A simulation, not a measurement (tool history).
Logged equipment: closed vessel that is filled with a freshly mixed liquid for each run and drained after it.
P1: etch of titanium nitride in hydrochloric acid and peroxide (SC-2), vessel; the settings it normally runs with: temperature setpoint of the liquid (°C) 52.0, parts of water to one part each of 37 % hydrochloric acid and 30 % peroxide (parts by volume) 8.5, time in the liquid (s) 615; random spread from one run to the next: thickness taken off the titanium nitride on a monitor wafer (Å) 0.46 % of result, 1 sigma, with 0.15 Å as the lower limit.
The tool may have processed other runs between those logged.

| run | hour | temperature setpoint of the liquid (°C) | parts of water to one part each of 37 % hydrochloric acid and 30 % peroxide (parts by volume) | time in the liquid (s) | thickness taken off the titanium nitride on a monitor wafer (Å) |
|---|---|---|---|---|---|
| 1 | 14.8 | 52.0 | 8.5 | 615 | 110.670 |
| 2 | 26.3 | 64.5 | 8.5 | 225 | 89.093 |
| 3 | 33.5 | 52.0 | 8.5 | 615 | 110.020 |
| 4 | 45.6 | 52.0 | 8.5 | 615 | 109.440 |
| 5 | 58.8 | 52.0 | 8.5 | 615 | 109.750 |
|  | 64.2 | new drum of peroxide connected |
| 6 | 65.9 | 52.0 | 14.5 | 615 | 69.916 |
| 7 | 78.4 | 52.0 | 8.5 | 1035 | 184.270 |
| 8 | 87.2 | 52.0 | 8.5 | 615 | 110.230 |
| 9 | 94.4 | 63.0 | 8.5 | 270 | 97.802 |
| 10 | 104.3 | 52.0 | 4.0 | 615 | 192.490 |
| 11 | 117.9 | 52.0 | 8.5 | 280 | 50.321 |
| 12 | 131.7 | 52.0 | 8.5 | 615 | 110.070 |
| 13 | 140.3 | 64.5 | 8.5 | 615 | 245.070 |
| 14 | 155.1 | 35.5 | 8.5 | 615 | 34.905 |
| 15 | 170.1 | 52.0 | 8.5 | 615 | 109.970 |
| 16 | 177.0 | 52.0 | 8.5 | 615 | 113.880 |
| 17 | 184.5 | 52.0 | 8.5 | 615 | 115.850 |
| 18 | 198.5 | 52.0 | 8.5 | 615 | 117.420 |

Run 19 has not been measured yet. What should we expect?
| 19 | 213.4 | 52.0 | 8.5 | 615 | ? |

{"run 19": {"thickness taken off the titanium nitride on a monitor wafer (Å)": 118.65}}
